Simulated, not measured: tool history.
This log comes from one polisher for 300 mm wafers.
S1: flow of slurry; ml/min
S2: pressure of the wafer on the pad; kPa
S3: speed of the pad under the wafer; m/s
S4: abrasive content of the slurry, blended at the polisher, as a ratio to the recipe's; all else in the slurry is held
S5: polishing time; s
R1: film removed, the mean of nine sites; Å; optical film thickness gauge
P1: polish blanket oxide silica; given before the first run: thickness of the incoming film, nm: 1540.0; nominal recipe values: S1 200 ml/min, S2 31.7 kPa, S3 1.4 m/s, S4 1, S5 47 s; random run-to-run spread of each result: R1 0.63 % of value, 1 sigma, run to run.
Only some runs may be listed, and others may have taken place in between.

run,hour,S1,S2,S3,S4,S5,R1
1,3.3,200,31.7,1.4,1,47,2023
2,7.7,200,31.7,1.4,1,47,2006
3,10.2,200,47.6,1.4,1,47,3040.6
4,14.4,200,31.7,0.82,1,66,1845.5
# hour 16.6: slurry nozzle cleaned
5,19.7,200,31.7,1.98,1,47,2665
6,23.6,200,31.7,1.4,0.55,47,1468.3
7,27.3,120,31.7,1.4,1,47,1851.8
8,29.7,200,31.7,1.4,1,47,2001.8
9,34.3,200,31.7,0.82,1,47,1308.6
10,38.5,200,16.5,1.4,1,47,1041.1
11,41.6,200,31.7,1.4,1,47,2015.9
12,45.8,200,31.7,0.76,1,23,611.53
13,48.7,200,31.7,1.4,1.35,47,2298.2
14,51.4,200,31.7,1.4,1,27,1160.4
# hour 52.8: slurry blender recalibrated
15,55.8,310,31.7,1.4,1,47,2101.3
16,61.3,200,31.7,1.4,1,67,2861.3
17,65.4,200,31.7,1.4,1,47,2003.5

Run 18 comes next. What will it give?
18,68.1,200,31.7,1.4,1,47,?

For run 18 the tool returned R1 1949.1 Å.

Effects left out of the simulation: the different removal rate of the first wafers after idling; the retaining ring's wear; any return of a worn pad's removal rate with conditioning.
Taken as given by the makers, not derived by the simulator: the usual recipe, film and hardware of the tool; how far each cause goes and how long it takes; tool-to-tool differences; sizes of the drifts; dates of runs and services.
